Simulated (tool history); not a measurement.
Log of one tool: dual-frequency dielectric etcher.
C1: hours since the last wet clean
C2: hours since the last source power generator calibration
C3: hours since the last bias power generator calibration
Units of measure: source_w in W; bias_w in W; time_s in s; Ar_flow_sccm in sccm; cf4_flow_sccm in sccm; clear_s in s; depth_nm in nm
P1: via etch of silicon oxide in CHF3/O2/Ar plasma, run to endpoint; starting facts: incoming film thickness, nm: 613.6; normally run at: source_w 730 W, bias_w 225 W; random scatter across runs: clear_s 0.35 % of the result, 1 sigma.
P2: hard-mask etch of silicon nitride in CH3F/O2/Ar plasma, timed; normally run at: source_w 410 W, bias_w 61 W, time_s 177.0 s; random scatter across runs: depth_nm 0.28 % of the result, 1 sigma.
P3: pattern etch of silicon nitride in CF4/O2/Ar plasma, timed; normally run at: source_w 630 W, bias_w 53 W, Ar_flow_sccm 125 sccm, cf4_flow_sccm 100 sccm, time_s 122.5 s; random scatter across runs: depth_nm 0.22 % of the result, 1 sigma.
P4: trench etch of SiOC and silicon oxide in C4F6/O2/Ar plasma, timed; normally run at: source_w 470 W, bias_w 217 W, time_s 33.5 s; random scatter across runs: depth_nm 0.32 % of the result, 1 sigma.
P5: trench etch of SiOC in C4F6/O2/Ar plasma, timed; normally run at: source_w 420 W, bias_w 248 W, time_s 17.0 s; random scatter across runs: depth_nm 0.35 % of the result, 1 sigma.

run 1 hour=5.8 | process=P1 source_w=730 bias_w=225 | C1=310.0 C2=2360.8 C3=1832.7 | clear_s=282.74
run 2 hour=14.5 | process=P5 source_w=420 bias_w=165 time_s=17.0 | C1=318.7 C2=2369.5 C3=1841.4 | depth_nm=34.407
run 3 hour=18.8 | process=P4 source_w=470 bias_w=142 time_s=33.5 | C1=323.0 C2=2373.8 C3=1845.7 | depth_nm=65.742
run 4 hour=24.2 | process=P3 source_w=630 bias_w=53 time_s=122.5 Ar_flow_sccm=159 cf4_flow_sccm=100 | C1=328.4 C2=2379.2 C3=1851.1 | depth_nm=273.570
run 5 hour=29.9 | process=P5 source_w=420 bias_w=248 time_s=17.0 | C1=334.1 C2=2384.9 C3=1856.8 | depth_nm=39.118
run 6 hour=34.4 | process=P3 source_w=630 bias_w=36 time_s=122.5 Ar_flow_sccm=125 cf4_flow_sccm=100 | C1=338.6 C2=2389.4 C3=1861.3 | depth_nm=246.140
run 7 hour=43.0 | process=P1 source_w=730 bias_w=225 | C1=347.2 C2=2398.0 C3=1869.9 | clear_s=280.17
run 8 hour=47.6 | process=P1 source_w=730 bias_w=225 | C1=351.8 C2=2402.6 C3=1874.5 | clear_s=280.92
run 9 hour=56.9 | process=P2 source_w=410 bias_w=61 time_s=177.0 | C1=361.1 C2=2411.9 C3=1883.8 | depth_nm=116.310
run 10 hour=61.2 | process=P4 source_w=320 bias_w=217 time_s=33.5 | C1=365.4 C2=2416.2 C3=1888.1 | depth_nm=64.820
run 11 hour=66.2 | process=P3 source_w=630 bias_w=53 time_s=122.5 Ar_flow_sccm=125 cf4_flow_sccm=100 | C1=370.4 C2=2421.2 C3=1893.1 | depth_nm=283.610
run 12 hour=74.7 | process=P2 source_w=320 bias_w=61 time_s=177.0 | C1=378.9 C2=2429.7 C3=1901.6 | depth_nm=105.300
run 13 hour=83.3 | process=P1 source_w=950 bias_w=225 | C1=387.5 C2=2438.3 C3=1910.2 | clear_s=254.90
run 14 hour=91.9 | process=P1 source_w=730 bias_w=313 | C1=396.1 C2=2446.9 C3=1918.8 | clear_s=250.33
run 15 hour=97.8 | process=P3 source_w=630 bias_w=53 time_s=92.0 Ar_flow_sccm=125 cf4_flow_sccm=100 | C1=402.0 C2=2452.8 C3=1924.7 | depth_nm=213.670
run 16 hour=106.3 | process=P1 source_w=970 bias_w=138 | C1=410.5 C2=2461.3 C3=1933.2 | clear_s=296.81
run 17 hour=112.5 | process=P3 source_w=850 bias_w=53 time_s=122.5 Ar_flow_sccm=125 cf4_flow_sccm=100 | C1=416.7 C2=2467.5 C3=1939.4 | depth_nm=367.900
run 18 hour=121.7 | process=P5 source_w=420 bias_w=248 time_s=17.0 | C1=425.9 C2=2476.7 C3=1948.6 | depth_nm=39.407
run 19 hour=126.3 | process=P1 source_w=730 bias_w=171 | C1=430.5 C2=2481.3 C3=1953.2 | clear_s=307.60
run 20 hour=135.4 | process=P1 source_w=730 bias_w=225 | C1=439.6 C2=2490.4 C3=1962.3 | clear_s=281.70

Expected results for the next run?
run 21 hour=142.0 | process=P3 source_w=630 bias_w=53 time_s=122.5 Ar_flow_sccm=125 cf4_flow_sccm=70 | C1=446.2 C2=2497.0 C3=1968.9 | depth_nm=?

{"run 21": {"depth_nm": 269.66}}

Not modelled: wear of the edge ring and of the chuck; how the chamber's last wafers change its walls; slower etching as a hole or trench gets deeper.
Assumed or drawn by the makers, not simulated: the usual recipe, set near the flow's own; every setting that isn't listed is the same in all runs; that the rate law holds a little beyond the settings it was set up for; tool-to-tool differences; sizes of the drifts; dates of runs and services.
